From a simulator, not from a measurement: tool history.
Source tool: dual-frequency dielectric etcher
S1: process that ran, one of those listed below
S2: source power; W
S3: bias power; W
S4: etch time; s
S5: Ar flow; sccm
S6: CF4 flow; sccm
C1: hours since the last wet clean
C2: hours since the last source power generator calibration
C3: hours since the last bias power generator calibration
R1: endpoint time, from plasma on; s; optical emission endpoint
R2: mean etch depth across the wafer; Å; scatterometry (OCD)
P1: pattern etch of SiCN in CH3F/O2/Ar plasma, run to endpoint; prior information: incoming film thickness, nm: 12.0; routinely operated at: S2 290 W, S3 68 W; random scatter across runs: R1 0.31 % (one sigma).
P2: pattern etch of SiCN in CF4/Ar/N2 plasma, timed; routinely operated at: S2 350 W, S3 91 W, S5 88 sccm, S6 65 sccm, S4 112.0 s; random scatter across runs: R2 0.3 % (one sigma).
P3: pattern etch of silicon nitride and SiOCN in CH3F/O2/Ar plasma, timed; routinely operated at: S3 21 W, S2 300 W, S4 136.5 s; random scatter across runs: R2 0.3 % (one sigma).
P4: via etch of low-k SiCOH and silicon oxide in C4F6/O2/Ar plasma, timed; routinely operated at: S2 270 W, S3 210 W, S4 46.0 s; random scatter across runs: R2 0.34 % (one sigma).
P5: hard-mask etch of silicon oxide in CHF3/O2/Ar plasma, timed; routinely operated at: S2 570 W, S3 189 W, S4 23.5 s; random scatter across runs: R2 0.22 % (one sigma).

run	hour	S1	S2	S3	S4	S5	S6	C1	C2	C3	R1	R2
1	12.1	P1	290	68				458.2	1194.0	197.5	36.769	
2	26.5	P1	290	68				472.6	1208.4	211.9	36.644	
3	35.9	P4	270	131	46.0			482.0	1217.8	221.3		944.98
4	45.0	P2	350	91	136.5	88	65	491.1	1226.9	230.4		1052.80
5	59.7	P1	290	68				505.8	1241.6	245.1	36.592	
6	68.6	P1	290	85				514.7	1250.5	254.0	33.715	
7	83.4	P1	290	68				529.5	1265.3	268.8	36.536	
# hour 95.7: wet clean of the chamber
8	96.8	P3	380	21	136.5			1.2	1278.7	282.2		180.29
# hour 98.2: source power generator calibrated
9	112.4	P3	300	21	185.0			16.8	14.3	297.8		225.32
10	125.8	P1	290	68				30.2	27.7	311.2	36.685	
11	138.2	P2	350	60	112.0	88	65	42.6	40.1	323.6		747.05
12	150.2	P4	270	210	60.0			54.6	52.1	335.6		1426.00
13	160.0	P1	220	68				64.4	61.9	345.4	40.757	
14	176.1	P1	390	68				80.5	78.0	361.5	32.644	
15	188.8	P5	740	189	23.5			93.2	90.7	374.2		518.63
16	204.1	P3	300	16	136.5			108.5	106.0	389.5		147.53
17	216.1	P3	300	21	136.5			120.5	118.0	401.5		166.80
18	225.8	P5	570	189	23.5			130.2	127.7	411.2		469.05
19	238.2	P1	290	68				142.6	140.1	423.6	36.570	
20	247.4	P4	370	210	46.0			151.8	149.3	432.8		1238.80
21	257.8	P5	570	125	23.5			162.2	159.7	443.2		409.13
22	268.4	P2	350	91	112.0	88	65	172.8	170.3	453.8		866.88
23	281.5	P1	290	68				185.9	183.4	466.9	36.787	
24	295.8	P2	250	91	112.0	88	65	200.2	197.7	481.2		644.01
25	310.7	P2	350	91	112.0	56	65	215.1	212.6	496.1		916.09
26	320.8	P1	290	41				225.2	222.7	506.2	43.617	
27	331.9	P2	350	91	112.0	88	41	236.3	233.8	517.3		814.90
28	348.6	P5	570	189	13.0			253.0	250.5	534.0		259.99
29	356.8	P4	270	210	46.0			261.2	258.7	542.2		1094.20
30	373.9	P1	190	88				278.3	275.8	559.3	38.664	
31	389.8	P1	290	68				294.2	291.7	575.2	36.599	
32	406.7	P1	290	68				311.1	308.6	592.1	36.312	
33	419.7	P1	290	68				324.1	321.6	605.1	36.263	
34	432.7	P1	290	68				337.1	334.6	618.1	36.073	
35	445.5	P1	290	68				349.9	347.4	630.9	36.226	
# hour 455.0: wet clean of the chamber
36	461.2	P1	290	68				6.2	363.1	646.6	36.138	
37	470.1	P1	290	68				15.1	372.0	655.5	36.050	
38	481.5	P1	290	68				26.5	383.4	666.9	36.080	
39	492.8	P1	290	68				37.8	394.7	678.2	36.224	
40	505.7	P1	290	68				50.7	407.6	691.1	36.210	
41	517.1	P1	290	68				62.1	419.0	702.5	36.027	
42	530.4	P1	290	68				75.4	432.3	715.8	35.995	

Compared with where it was, what P1 gives has crept away. Each cause listed below fits the log as well as the rest, at the size given for it:
A: source power that arrives over what is set, % = 4.2
B: bias power that arrives over what is set, % = 4.39
The process output started creeping at around hour 389.8.
All other causes, with the reason each is excluded:
chamber walls in a state that raises the etch rate, %: its service at hour 455.0 followed the start of the drift and did not put the process back to its old value

Which of the 4 check runs listed below, each an average over 2 wafers with its results shown as question marks, gives clearly different results under the different listed causes?
check 1	543.7	P3	300	21	136.5							?
check 2	543.7	P2	350	91	112.0	88	65					?
check 3	543.7	P4	270	210	46.0							?
check 4	543.7	P5	570	189	23.5							?

What every check run would give for each of its results, assuming each possible cause in turn:
check	result	if A	if B
check 1	R2	169.23	170.11
check 2	R2	897.23	879.37
check 3	R2	1113.20	1111.80
check 4	R2	475.67	475.21
Minimum pairwise separation of causes per check, each pair taken at its best-separating result: check 1 0.52 %; check 2 2.01 %; check 3 0.13 %; check 4 0.1 %
Check 2 tells the causes apart: in the others they would give nearly the same result.

With check 2 done, the readings were: R2 880.93 Å. Identify which of the listed causes applies.

B is the cause: bias power that arrives over what is set, %.
